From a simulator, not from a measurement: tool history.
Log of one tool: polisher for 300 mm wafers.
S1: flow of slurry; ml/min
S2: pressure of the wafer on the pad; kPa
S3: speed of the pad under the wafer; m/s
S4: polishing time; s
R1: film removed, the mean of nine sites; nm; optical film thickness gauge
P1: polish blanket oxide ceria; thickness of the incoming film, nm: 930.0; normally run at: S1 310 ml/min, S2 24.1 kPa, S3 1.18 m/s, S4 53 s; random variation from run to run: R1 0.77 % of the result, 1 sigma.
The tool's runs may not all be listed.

| run | hour | S1 | S2 | S3 | S4 | R1 |
|---|---|---|---|---|---|---|
| 1 | 6.9 | 310 | 24.1 | 1.18 | 53 | 294.03 |
| 2 | 13.5 | 310 | 35.2 | 1.18 | 53 | 425.82 |
| 3 | 22.3 | 310 | 24.1 | 1.8 | 53 | 449.75 |
| 4 | 33.8 | 310 | 14.5 | 1.18 | 53 | 173.49 |
| 5 | 41.8 | 310 | 24.1 | 1.18 | 53 | 297.2 |
| 6 | 52.4 | 310 | 24.1 | 1.18 | 37 | 204.15 |
| 7 | 59.3 | 310 | 24.1 | 1.18 | 53 | 293.68 |
| 8 | 66.5 | 310 | 29.6 | 1.18 | 74 | 500.74 |
| 9 | 76.3 | 310 | 12.4 | 0.88 | 53 | 112.51 |
| 10 | 86.2 | 470 | 24.1 | 1.18 | 53 | 302.53 |
| 11 | 95.2 | 310 | 24.1 | 1.18 | 53 | 298.14 |
| 12 | 105.6 | 310 | 24.1 | 1.18 | 53 | 292.59 |
| 13 | 110.6 | 310 | 24.1 | 1.18 | 81 | 445.91 |
| 14 | 116.7 | 445 | 24.1 | 0.54 | 53 | 137.14 |
| 15 | 125.9 | 185 | 24.1 | 1.18 | 53 | 278.33 |
| 16 | 135.6 | 310 | 24.1 | 1.18 | 53 | 290.73 |
| 17 | 145.4 | 310 | 24.1 | 0.6 | 53 | 150.03 |
| 18 | 151.7 | 310 | 24.1 | 1.18 | 53 | 293.05 |
| 19 | 159 | 310 | 24.1 | 1.18 | 53 | 287.71 |
| 20 | 169.5 | 310 | 24.1 | 1.18 | 53 | 284.61 |
| 21 | 178.5 | 310 | 24.1 | 1.18 | 53 | 283.47 |
|  | 184.2 | worn pad replaced by a new one |
| 22 | 187.9 | 310 | 24.1 | 1.18 | 53 | 280 |
| 23 | 197.3 | 310 | 24.1 | 1.18 | 53 | 281.54 |
| 24 | 208.1 | 310 | 24.1 | 1.18 | 53 | 277.34 |

What P1 gives has crept away from where it was. These 2 causes fit the log equally well, each at the size given:
A: head's pressure below its setpoint, % = 4.31
B: slurry flow missing at the pad, % = 33.8
The creep began at about hour 151.7.
Why every other cause is out:
removal rate lost through wear of the pad, %: serviced at hour 184.2, which brought nothing back

4 check runs are offered, each on 5 wafers whose results are averaged, their results left as question marks. Which one tells the causes apart?
| check 1 | 218.9 | 310 | 33.8 | 0.62 | 53 | ? |
| check 2 | 218.9 | 310 | 17.2 | 1.18 | 37 | ? |
| check 3 | 218.9 | 195 | 24.1 | 1.42 | 53 | ? |
| check 4 | 218.9 | 310 | 24.1 | 1.18 | 41 | ? |

What each check would give under each cause:
| check | result | if A | if B |
|---|---|---|---|
| check 1 | R1 | 206.23 | 206.2 |
| check 2 | R1 | 139.8 | 139.78 |
| check 3 | R1 | 320.61 | 312.93 |
| check 4 | R1 | 216.88 | 216.85 |
How far apart the two closest causes lie, in the result that separates them most: check 1 0.01 %; check 2 0.01 %; check 3 2.43 %; check 4 0.01 %
Only check 3 tells the causes apart: in the others they would give nearly the same result.

Then check 3 was run and gave: R1 313.48 nm. Which cause is it?

It is B: slurry flow missing at the pad, %.
